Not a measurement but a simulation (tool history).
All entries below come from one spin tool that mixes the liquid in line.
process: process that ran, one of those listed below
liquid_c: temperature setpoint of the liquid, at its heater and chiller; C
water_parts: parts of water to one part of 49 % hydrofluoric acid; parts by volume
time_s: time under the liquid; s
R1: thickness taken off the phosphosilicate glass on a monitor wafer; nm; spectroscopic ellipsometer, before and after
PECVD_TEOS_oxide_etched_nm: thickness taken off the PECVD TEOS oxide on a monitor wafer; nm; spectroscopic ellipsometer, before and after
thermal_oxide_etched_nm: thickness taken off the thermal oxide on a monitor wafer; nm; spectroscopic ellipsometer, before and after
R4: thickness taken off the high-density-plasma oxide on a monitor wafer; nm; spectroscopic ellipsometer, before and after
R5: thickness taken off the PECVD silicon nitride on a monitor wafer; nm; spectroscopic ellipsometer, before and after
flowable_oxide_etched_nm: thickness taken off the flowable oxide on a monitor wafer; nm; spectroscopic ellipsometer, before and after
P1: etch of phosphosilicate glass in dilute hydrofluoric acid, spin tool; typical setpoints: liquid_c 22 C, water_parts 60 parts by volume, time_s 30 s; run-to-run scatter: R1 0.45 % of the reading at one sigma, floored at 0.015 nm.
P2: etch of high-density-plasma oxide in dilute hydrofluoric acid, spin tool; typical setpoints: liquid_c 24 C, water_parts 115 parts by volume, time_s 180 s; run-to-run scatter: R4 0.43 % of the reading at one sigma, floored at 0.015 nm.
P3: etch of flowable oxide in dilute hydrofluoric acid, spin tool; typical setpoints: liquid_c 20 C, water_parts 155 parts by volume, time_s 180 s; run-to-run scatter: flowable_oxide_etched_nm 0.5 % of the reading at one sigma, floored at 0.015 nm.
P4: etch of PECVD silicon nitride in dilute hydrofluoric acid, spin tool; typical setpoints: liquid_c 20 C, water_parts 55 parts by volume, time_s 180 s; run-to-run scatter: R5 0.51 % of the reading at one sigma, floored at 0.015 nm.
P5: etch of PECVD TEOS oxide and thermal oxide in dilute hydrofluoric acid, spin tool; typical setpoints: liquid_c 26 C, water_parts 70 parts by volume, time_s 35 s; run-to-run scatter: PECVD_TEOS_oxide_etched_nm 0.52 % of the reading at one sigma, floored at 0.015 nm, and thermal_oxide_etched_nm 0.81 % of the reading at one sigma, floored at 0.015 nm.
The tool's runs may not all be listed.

Run 1, hour 12.4: process P1, liquid_c 22 C, water_parts 60 parts by volume, time_s 30 s. Result: R1 29.664 nm.
Run 2, hour 19.8: process P5, liquid_c 19.5 C, water_parts 70 parts by volume, time_s 35 s. Result: PECVD_TEOS_oxide_etched_nm 12.037 nm, thermal_oxide_etched_nm 1.9858 nm.
Run 3, hour 27.5: process P2, liquid_c 24 C, water_parts 40 parts by volume, time_s 180 s. Result: R4 25.736 nm.
Run 4, hour 40.2: process P5, liquid_c 26 C, water_parts 25 parts by volume, time_s 35 s. Result: PECVD_TEOS_oxide_etched_nm 47.542 nm, thermal_oxide_etched_nm 7.5655 nm.
Run 5, hour 50.7: process P4, liquid_c 28.5 C, water_parts 55 parts by volume, time_s 180 s. Result: R5 14.41 nm.
Run 6, hour 56.6: process P1, liquid_c 22 C, water_parts 25 parts by volume, time_s 30 s. Result: R1 75.461 nm.
Run 7, hour 66.5: process P2, liquid_c 24 C, water_parts 115 parts by volume, time_s 180 s. Result: R4 8.2149 nm.
Run 8, hour 76.1: process P1, liquid_c 17 C, water_parts 60 parts by volume, time_s 30 s. Result: R1 24.211 nm.
Run 9, hour 82.5: process P1, liquid_c 22 C, water_parts 110 parts by volume, time_s 30 s. Result: R1 15.357 nm.
Run 10, hour 89.9: process P3, liquid_c 20 C, water_parts 155 parts by volume, time_s 180 s. Result: flowable_oxide_etched_nm 26.688 nm.
Run 11, hour 96.6: process P1, liquid_c 18.5 C, water_parts 60 parts by volume, time_s 45 s. Result: R1 38.509 nm.
Run 12, hour 108.1: process P5, liquid_c 26 C, water_parts 70 parts by volume, time_s 35 s. Result: PECVD_TEOS_oxide_etched_nm 15.852 nm, thermal_oxide_etched_nm 2.5738 nm.
At hour 111.3: hydrofluoric acid flow meter replaced.
Run 13, hour 113.8: process P3, liquid_c 20 C, water_parts 245 parts by volume, time_s 180 s. Result: flowable_oxide_etched_nm 15.455 nm.
Run 14, hour 123.2: process P1, liquid_c 22 C, water_parts 60 parts by volume, time_s 30 s. Result: R1 29.685 nm.
Run 15, hour 133.4: process P5, liquid_c 26 C, water_parts 70 parts by volume, time_s 60 s. Result: PECVD_TEOS_oxide_etched_nm 27.214 nm, thermal_oxide_etched_nm 4.4731 nm.
Run 16, hour 141.2: process P5, liquid_c 26 C, water_parts 70 parts by volume, time_s 35 s. Result: PECVD_TEOS_oxide_etched_nm 15.813 nm, thermal_oxide_etched_nm 2.5471 nm.
Run 17, hour 152.5: process P1, liquid_c 22 C, water_parts 35 parts by volume, time_s 60 s. Result: R1 105.18 nm.
Run 18, hour 162.1: process P1, liquid_c 22 C, water_parts 60 parts by volume, time_s 30 s. Result: R1 29.91 nm.
Run 19, hour 168.6: process P1, liquid_c 22 C, water_parts 60 parts by volume, time_s 30 s. Result: R1 29.775 nm.
Run 20, hour 177.5: process P4, liquid_c 20 C, water_parts 20 parts by volume, time_s 180 s. Result: R5 21.643 nm.
Run 21, hour 188.3: process P4, liquid_c 20 C, water_parts 55 parts by volume, time_s 50 s. Result: R5 2.2849 nm.
Run 22, hour 198.9: process P3, liquid_c 17 C, water_parts 155 parts by volume, time_s 180 s. Result: flowable_oxide_etched_nm 23.618 nm.
Run 23, hour 209.1: process P1, liquid_c 22 C, water_parts 60 parts by volume, time_s 15 s. Result: R1 14.941 nm.
Run 24, hour 217.3: process P2, liquid_c 24 C, water_parts 115 parts by volume, time_s 340 s. Result: R4 15.542 nm.
Run 25, hour 229.4: process P3, liquid_c 20 C, water_parts 155 parts by volume, time_s 65 s. Result: flowable_oxide_etched_nm 9.6984 nm.
Run 26, hour 237: process P1, liquid_c 22 C, water_parts 60 parts by volume, time_s 30 s. Result: R1 29.927 nm.
Run 27, hour 242.9: process P4, liquid_c 20 C, water_parts 55 parts by volume, time_s 180 s. Result: R5 8.1346 nm.
Run 28, hour 253.1: process P1, liquid_c 29 C, water_parts 60 parts by volume, time_s 30 s. Result: R1 39.67 nm.
Run 29, hour 266.1: process P1, liquid_c 22 C, water_parts 60 parts by volume, time_s 50 s. Result: R1 49.767 nm.
Run 30, hour 273.6: process P2, liquid_c 28 C, water_parts 115 parts by volume, time_s 180 s. Result: R4 9.5818 nm.

Predict the results of run 31:
Run 31, hour 282.3: process P1, liquid_c 22 C, water_parts 60 parts by volume, time_s 30 s. Result: R1 ?.

R1: 29.969 nm
